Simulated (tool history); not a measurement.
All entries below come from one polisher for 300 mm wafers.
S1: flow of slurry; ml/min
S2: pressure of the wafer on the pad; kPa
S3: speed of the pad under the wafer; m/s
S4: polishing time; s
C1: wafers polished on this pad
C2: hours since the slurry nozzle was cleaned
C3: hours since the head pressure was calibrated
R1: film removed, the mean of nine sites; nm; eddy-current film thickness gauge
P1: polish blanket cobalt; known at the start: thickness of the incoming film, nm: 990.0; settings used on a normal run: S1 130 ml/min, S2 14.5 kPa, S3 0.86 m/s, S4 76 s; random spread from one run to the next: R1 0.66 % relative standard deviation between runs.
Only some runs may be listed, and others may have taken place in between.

run,hour,S1,S2,S3,S4,C1,C2,C3,R1
1,5.3,130,14.5,0.86,76,331,400.4,521,318.99
2,11.9,130,18.6,0.86,76,409,407,527.6,405.99
# hour 14.3: slurry nozzle cleaned
3,17,130,14.5,0.86,76,469,2.8,532.7,317.2
4,25,130,14.5,0.6,76,564,10.8,540.7,221.78
5,29.4,130,14.5,0.86,98,616,15.2,545.1,409.14
6,37.2,130,7.6,0.86,76,708,23,552.9,166.76
# hour 37.8: worn pad replaced by a new one
7,43.3,130,14.5,1.36,76,65,29.1,559,502.77
8,49.7,185,14.5,0.86,76,140,35.5,565.4,336.75
9,57.9,80,14.5,0.86,36,237,43.7,573.6,134.35
10,66.7,80,14.5,0.86,76,341,52.5,582.4,284.56
11,73,130,14.5,0.86,51,415,58.8,588.7,212.91
12,78.3,130,14.5,0.86,76,478,64.1,594,319.01
13,83.8,130,14.5,0.86,76,543,69.6,599.5,317.76
14,91.2,130,14.5,0.86,76,630,77,606.9,321.26
15,97.5,180,14.5,0.54,76,704,83.3,613.2,210.74
16,105.3,130,14.5,0.86,76,796,91.1,621,319.91
17,112.2,130,14.5,0.86,76,878,98,627.9,320.28
18,118.1,130,14.5,0.86,76,947,103.9,633.8,307.68
19,123.8,130,14.5,0.86,76,1015,109.6,639.5,302.39
20,128.1,130,14.5,0.86,76,1065,113.9,643.8,296.98
21,135.1,130,14.5,0.86,76,1148,120.9,650.8,288.82
# hour 140.1: worn pad replaced by a new one
22,142.9,130,14.5,0.86,76,33,128.7,658.6,285.74
23,146.9,130,14.5,0.86,76,80,132.7,662.6,283.21
24,151.4,130,14.5,0.86,76,133,137.2,667.1,280.14
25,155.5,130,14.5,0.86,76,182,141.3,671.2,281.36
26,162.8,130,14.5,0.86,76,268,148.6,678.5,281.29

What P1 gives has crept off from where it sat before. The 2 causes that follow fit the log equally well, each at the size noted:
A: slurry flow missing at the pad, % = 39.4
B: head's pressure below its setpoint, % = 11.6
The creep began at about hour 112.2.
Other possible causes, and why each is ruled out:
removal rate lost through wear of the pad, %: maintenance at hour 140.1, after the shift began, did not return the process to its former output

The list below offers 4 check runs, each averaging the results of 3 wafers, and shows each result as a question mark. For which of them would the listed causes give clearly different results?
check 1,170.1,130,14.5,0.86,95,,,,?
check 2,170.1,175,14.5,0.86,76,,,,?
check 3,170.1,130,17.9,1.3,76,,,,?
check 4,170.1,130,14.5,0.86,58,,,,?

Check results expected under each cause:
check,result,if A,if B
check 1,R1,352.06,352.21
check 2,R1,305.08,296.5
check 3,R1,527.12,527.34
check 4,R1,214.94,215.03
How far apart the two closest causes lie, in the result that separates them most: check 1 0.04 %; check 2 2.85 %; check 3 0.04 %; check 4 0.04 %
The other checks would show nearly matching results whichever cause is true, so check 2 is the only one that separates the causes.

Check 2 was carried out, with these results: R1 303.94 nm. Which of the listed causes is responsible?

It was cause A: slurry flow missing at the pad, %.

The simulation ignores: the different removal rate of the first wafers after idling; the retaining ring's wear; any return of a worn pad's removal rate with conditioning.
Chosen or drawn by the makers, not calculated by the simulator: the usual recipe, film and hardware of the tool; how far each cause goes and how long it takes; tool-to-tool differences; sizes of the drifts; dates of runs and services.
